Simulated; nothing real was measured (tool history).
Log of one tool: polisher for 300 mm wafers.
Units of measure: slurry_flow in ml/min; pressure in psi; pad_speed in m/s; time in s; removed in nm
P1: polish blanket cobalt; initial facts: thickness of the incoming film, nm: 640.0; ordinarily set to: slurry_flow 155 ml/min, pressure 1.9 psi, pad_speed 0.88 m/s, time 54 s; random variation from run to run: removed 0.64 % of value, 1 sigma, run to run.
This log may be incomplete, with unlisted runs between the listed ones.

Run 1, hour 9.5: slurry_flow 155 ml/min, pressure 1.9 psi, pad_speed 0.88 m/s, time 54 s. Result: removed 211.61 nm.
At hour 22.5: worn pad replaced by a new one.
Run 2, hour 27.0: slurry_flow 95 ml/min, pressure 1.9 psi, pad_speed 0.88 m/s, time 54 s. Result: removed 189.72 nm.
Run 3, hour 39.5: slurry_flow 155 ml/min, pressure 1.9 psi, pad_speed 0.88 m/s, time 54 s. Result: removed 209.67 nm.
Run 4, hour 55.6: slurry_flow 155 ml/min, pressure 1.9 psi, pad_speed 0.88 m/s, time 54 s. Result: removed 208.24 nm.
Run 5, hour 67.9: slurry_flow 225 ml/min, pressure 1.9 psi, pad_speed 0.88 m/s, time 54 s. Result: removed 223.42 nm.
Run 6, hour 84.0: slurry_flow 220 ml/min, pressure 1.9 psi, pad_speed 0.88 m/s, time 82 s. Result: removed 338.80 nm.
At hour 89.3: head pressure recalibrated.
Run 7, hour 96.0: slurry_flow 155 ml/min, pressure 1.9 psi, pad_speed 0.58 m/s, time 54 s. Result: removed 138.37 nm.
Run 8, hour 105.7: slurry_flow 155 ml/min, pressure 1.9 psi, pad_speed 0.88 m/s, time 54 s. Result: removed 211.41 nm.
Run 9, hour 122.4: slurry_flow 155 ml/min, pressure 1.9 psi, pad_speed 1.14 m/s, time 54 s. Result: removed 270.88 nm.
Run 10, hour 131.5: slurry_flow 155 ml/min, pressure 3.0 psi, pad_speed 0.88 m/s, time 54 s. Result: removed 330.61 nm.
Run 11, hour 146.0: slurry_flow 155 ml/min, pressure 1.9 psi, pad_speed 0.88 m/s, time 85 s. Result: removed 338.39 nm.
Run 12, hour 155.0: slurry_flow 155 ml/min, pressure 0.9 psi, pad_speed 0.88 m/s, time 54 s. Result: removed 100.17 nm.
Run 13, hour 164.6: slurry_flow 155 ml/min, pressure 1.9 psi, pad_speed 0.88 m/s, time 28 s. Result: removed 110.34 nm.
Run 14, hour 179.8: slurry_flow 155 ml/min, pressure 1.9 psi, pad_speed 0.88 m/s, time 54 s. Result: removed 210.77 nm.
Run 15, hour 196.2: slurry_flow 155 ml/min, pressure 1.9 psi, pad_speed 0.88 m/s, time 54 s. Result: removed 210.36 nm.
Run 16, hour 208.9: slurry_flow 155 ml/min, pressure 1.9 psi, pad_speed 0.88 m/s, time 54 s. Result: removed 206.16 nm.
Run 17, hour 218.8: slurry_flow 155 ml/min, pressure 1.9 psi, pad_speed 0.88 m/s, time 54 s. Result: removed 204.52 nm.
Run 18, hour 228.3: slurry_flow 155 ml/min, pressure 1.9 psi, pad_speed 0.88 m/s, time 54 s. Result: removed 201.73 nm.
At hour 230.8: worn pad replaced by a new one.
Run 19, hour 237.1: slurry_flow 155 ml/min, pressure 1.9 psi, pad_speed 0.88 m/s, time 54 s. Result: removed 199.60 nm.
Run 20, hour 245.9: slurry_flow 155 ml/min, pressure 1.9 psi, pad_speed 0.88 m/s, time 54 s. Result: removed 196.37 nm.
Run 21, hour 259.3: slurry_flow 155 ml/min, pressure 1.9 psi, pad_speed 0.88 m/s, time 54 s. Result: removed 200.47 nm.
Run 22, hour 273.0: slurry_flow 155 ml/min, pressure 1.9 psi, pad_speed 0.88 m/s, time 54 s. Result: removed 199.19 nm.

P1 no longer gives what it gave before; its output has crept away from where it was. The following 2 causes, each at its listed size, fit the log equally well:
A: head's pressure below its setpoint, % = 6.23
B: slurry flow missing at the pad, % = 28
The process output started creeping at around hour 196.2.
What rules out each remaining cause:
removal rate lost through wear of the pad, %: serviced at hour 230.8, which brought nothing back

Consider the 4 check runs below, whose results appear as question marks and each of which averages 2 wafers. Which one distinguishes the causes, in that each cause would give it a clearly different result?
Run check 1, hour 286.7: slurry_flow 155 ml/min, pressure 1.1 psi, pad_speed 0.88 m/s, time 54 s. Result: removed ?.
Run check 2, hour 286.7: slurry_flow 155 ml/min, pressure 3.0 psi, pad_speed 0.88 m/s, time 54 s. Result: removed ?.
Run check 3, hour 286.7: slurry_flow 155 ml/min, pressure 1.0 psi, pad_speed 0.88 m/s, time 37 s. Result: removed ?.
Run check 4, hour 286.7: slurry_flow 95 ml/min, pressure 1.9 psi, pad_speed 0.88 m/s, time 76 s. Result: removed ?.

Check results expected under each cause:
  check   result     if A     if B
check 1  removed  114.570  114.570
check 2  removed  312.460  312.470
check 3  removed   71.364   71.367
check 4  removed  251.140  242.550
Gap, in per cent, between the two causes that each check separates least, read from the result that separates them most: check 1 0 %; check 2 0 %; check 3 0 %; check 4 3.48 %
Of the check runs offered, only check 4 discriminates between the causes; the rest would read about the same regardless of which cause applies.

Check 4 has now been run. It gave: removed 243.630 nm. Which of the candidate causes is it?

The cause is B: slurry flow missing at the pad, %.

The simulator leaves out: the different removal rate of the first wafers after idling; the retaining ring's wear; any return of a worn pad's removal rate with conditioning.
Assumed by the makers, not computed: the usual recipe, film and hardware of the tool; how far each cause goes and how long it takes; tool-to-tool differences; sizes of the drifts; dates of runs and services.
